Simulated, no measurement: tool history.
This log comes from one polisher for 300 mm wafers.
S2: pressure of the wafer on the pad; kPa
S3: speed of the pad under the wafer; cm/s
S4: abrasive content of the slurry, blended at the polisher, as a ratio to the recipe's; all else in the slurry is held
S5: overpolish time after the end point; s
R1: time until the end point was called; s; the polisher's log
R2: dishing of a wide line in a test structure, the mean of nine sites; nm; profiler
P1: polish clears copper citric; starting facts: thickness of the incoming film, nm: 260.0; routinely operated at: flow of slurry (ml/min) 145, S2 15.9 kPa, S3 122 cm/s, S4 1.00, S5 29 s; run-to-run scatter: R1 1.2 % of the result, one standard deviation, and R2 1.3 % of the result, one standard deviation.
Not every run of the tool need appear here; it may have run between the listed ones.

Run 1, hour 10.9: flow of slurry (ml/min) 145, S2 15.9 kPa, S3 122 cm/s, S4 1.00, S5 29 s. Result: R1 113.480 s, R2 36.213 nm.
Run 2, hour 21.2: flow of slurry (ml/min) 210, S2 15.9 kPa, S3 122 cm/s, S4 1.00, S5 12 s. Result: R1 104.400 s, R2 19.893 nm.
Run 3, hour 30.1: flow of slurry (ml/min) 230, S2 15.9 kPa, S3 122 cm/s, S4 1.00, S5 29 s. Result: R1 105.280 s, R2 37.588 nm.
Run 4, hour 38.2: flow of slurry (ml/min) 145, S2 15.9 kPa, S3 122 cm/s, S4 0.60, S5 29 s. Result: R1 126.340 s, R2 33.806 nm.
Run 5, hour 48.9: flow of slurry (ml/min) 145, S2 15.9 kPa, S3 182 cm/s, S4 1.00, S5 29 s. Result: R1 76.619 s, R2 44.064 nm.
Run 6, hour 55.4: flow of slurry (ml/min) 145, S2 15.9 kPa, S3 64 cm/s, S4 1.00, S5 29 s. Result: R1 206.150 s, R2 23.627 nm.
Run 7, hour 65.7: flow of slurry (ml/min) 145, S2 15.9 kPa, S3 122 cm/s, S4 1.40, S5 29 s. Result: R1 102.010 s, R2 37.034 nm.
Run 8, hour 72.0: flow of slurry (ml/min) 145, S2 15.9 kPa, S3 122 cm/s, S4 0.75, S5 9 s. Result: R1 118.410 s, R2 14.388 nm.
Run 9, hour 80.2: flow of slurry (ml/min) 145, S2 15.9 kPa, S3 122 cm/s, S4 1.00, S5 29 s. Result: R1 110.940 s, R2 35.238 nm.
Run 10, hour 85.5: flow of slurry (ml/min) 180, S2 15.9 kPa, S3 122 cm/s, S4 1.35, S5 29 s. Result: R1 102.820 s, R2 38.321 nm.
Run 11, hour 94.7: flow of slurry (ml/min) 145, S2 15.9 kPa, S3 122 cm/s, S4 1.00, S5 56 s. Result: R1 110.240 s, R2 51.124 nm.
Run 12, hour 100.5: flow of slurry (ml/min) 145, S2 23.4 kPa, S3 122 cm/s, S4 1.00, S5 29 s. Result: R1 75.392 s, R2 44.157 nm.
Run 13, hour 107.7: flow of slurry (ml/min) 145, S2 15.9 kPa, S3 122 cm/s, S4 1.00, S5 16 s. Result: R1 112.840 s, R2 24.088 nm.
Run 14, hour 116.2: flow of slurry (ml/min) 85, S2 15.9 kPa, S3 122 cm/s, S4 1.00, S5 29 s. Result: R1 125.880 s, R2 33.593 nm.
Run 15, hour 126.0: flow of slurry (ml/min) 145, S2 15.9 kPa, S3 122 cm/s, S4 1.00, S5 29 s. Result: R1 110.090 s, R2 36.290 nm.
Run 16, hour 135.7: flow of slurry (ml/min) 145, S2 15.9 kPa, S3 122 cm/s, S4 1.00, S5 29 s. Result: R1 114.310 s, R2 36.191 nm.
Run 17, hour 145.0: flow of slurry (ml/min) 145, S2 15.9 kPa, S3 122 cm/s, S4 1.00, S5 29 s. Result: R1 111.350 s, R2 35.642 nm.
Run 18, hour 155.8: flow of slurry (ml/min) 145, S2 9.7 kPa, S3 122 cm/s, S4 1.00, S5 29 s. Result: R1 176.620 s, R2 25.636 nm.
Run 19, hour 164.0: flow of slurry (ml/min) 145, S2 15.9 kPa, S3 122 cm/s, S4 1.00, S5 29 s. Result: R1 111.750 s, R2 36.397 nm.
Run 20, hour 170.1: flow of slurry (ml/min) 145, S2 15.9 kPa, S3 122 cm/s, S4 1.00, S5 29 s. Result: R1 110.730 s, R2 36.894 nm.
Run 21, hour 175.9: flow of slurry (ml/min) 145, S2 15.9 kPa, S3 122 cm/s, S4 1.00, S5 29 s. Result: R1 114.810 s, R2 35.885 nm.
Run 22, hour 183.4: flow of slurry (ml/min) 145, S2 15.9 kPa, S3 122 cm/s, S4 1.00, S5 29 s. Result: R1 114.400 s, R2 35.796 nm.
Run 23, hour 190.6: flow of slurry (ml/min) 145, S2 15.9 kPa, S3 122 cm/s, S4 1.00, S5 29 s. Result: R1 114.030 s, R2 35.395 nm.
Run 24, hour 198.4: flow of slurry (ml/min) 145, S2 15.9 kPa, S3 122 cm/s, S4 1.00, S5 29 s. Result: R1 115.270 s, R2 35.308 nm.
At hour 205.2: worn pad replaced by a new one.
Run 25, hour 206.1: flow of slurry (ml/min) 145, S2 15.9 kPa, S3 122 cm/s, S4 1.00, S5 29 s. Result: R1 119.060 s, R2 34.397 nm.
Run 26, hour 212.0: flow of slurry (ml/min) 145, S2 15.9 kPa, S3 122 cm/s, S4 1.00, S5 29 s. Result: R1 117.340 s, R2 35.941 nm.
At hour 220.2: head pressure recalibrated.
Run 27, hour 221.4: flow of slurry (ml/min) 145, S2 15.9 kPa, S3 122 cm/s, S4 1.00, S5 29 s. Result: R1 118.310 s, R2 35.278 nm.
Run 28, hour 229.0: flow of slurry (ml/min) 145, S2 15.9 kPa, S3 122 cm/s, S4 1.00, S5 29 s. Result: R1 121.060 s, R2 35.199 nm.
Run 29, hour 240.2: flow of slurry (ml/min) 145, S2 15.9 kPa, S3 122 cm/s, S4 1.00, S5 29 s. Result: R1 120.470 s, R2 34.664 nm.
Run 30, hour 251.9: flow of slurry (ml/min) 145, S2 15.9 kPa, S3 122 cm/s, S4 1.00, S5 29 s. Result: R1 118.150 s, R2 34.450 nm.
Run 31, hour 257.3: flow of slurry (ml/min) 145, S2 15.9 kPa, S3 122 cm/s, S4 1.00, S5 29 s. Result: R1 120.080 s, R2 34.491 nm.

The output of P1 has drifted from where it used to be. Each of the 2 causes below, taken at the size shown beside it, accounts for the log equally well:
A: slurry flow missing at the pad, % = 28
B: abrasive missing from the slurry, % = 27.8
Onset of the creep was near hour 170.1.
Why every other cause is out:
removal rate lost through wear of the pad, %: work on it at hour 205.2, done after the drift set in, did not restore what the process gave before
head's pressure below its setpoint, %: work on it at hour 220.2, done after the drift set in, did not restore what the process gave before

4 check runs are offered, each on 5 wafers whose results are averaged, their results left as question marks. Which one tells the causes apart?
Run check 1, hour 262.7: flow of slurry (ml/min) 145, S2 15.9 kPa, S3 82 cm/s, S4 1.00, S5 29 s. Result: R1 ?, R2 ?.
Run check 2, hour 262.7: flow of slurry (ml/min) 145, S2 15.9 kPa, S3 122 cm/s, S4 1.00, S5 48 s. Result: R1 ?, R2 ?.
Run check 3, hour 262.7: flow of slurry (ml/min) 85, S2 15.9 kPa, S3 122 cm/s, S4 1.00, S5 29 s. Result: R1 ?, R2 ?.
Run check 4, hour 262.7: flow of slurry (ml/min) 145, S2 15.9 kPa, S3 122 cm/s, S4 0.70, S5 54 s. Result: R1 ?, R2 ?.

If the cause were each of the candidates in turn, the checks would give the following:
  check  result     if A     if B
check 1      R1  175.780  175.770
check 1      R2   26.795   26.796
check 2      R1  119.630  119.620
check 2      R2   45.596   45.597
check 3      R1  140.820  135.230
check 3      R2   31.229   32.087
check 4      R1  128.910  128.520
check 4      R2   46.463   46.524
How far apart the two closest causes lie, in the result that separates them most: check 1 0 %; check 2 0 %; check 3 4.05 %; check 4 0.31 %
Of the check runs offered, only check 3 discriminates between the causes; the rest would read about the same regardless of which cause applies.

Then check 3 was run and gave: R1 135.540 s; R2 31.986 nm. Which cause is it?

It is B: abrasive missing from the slurry, %.
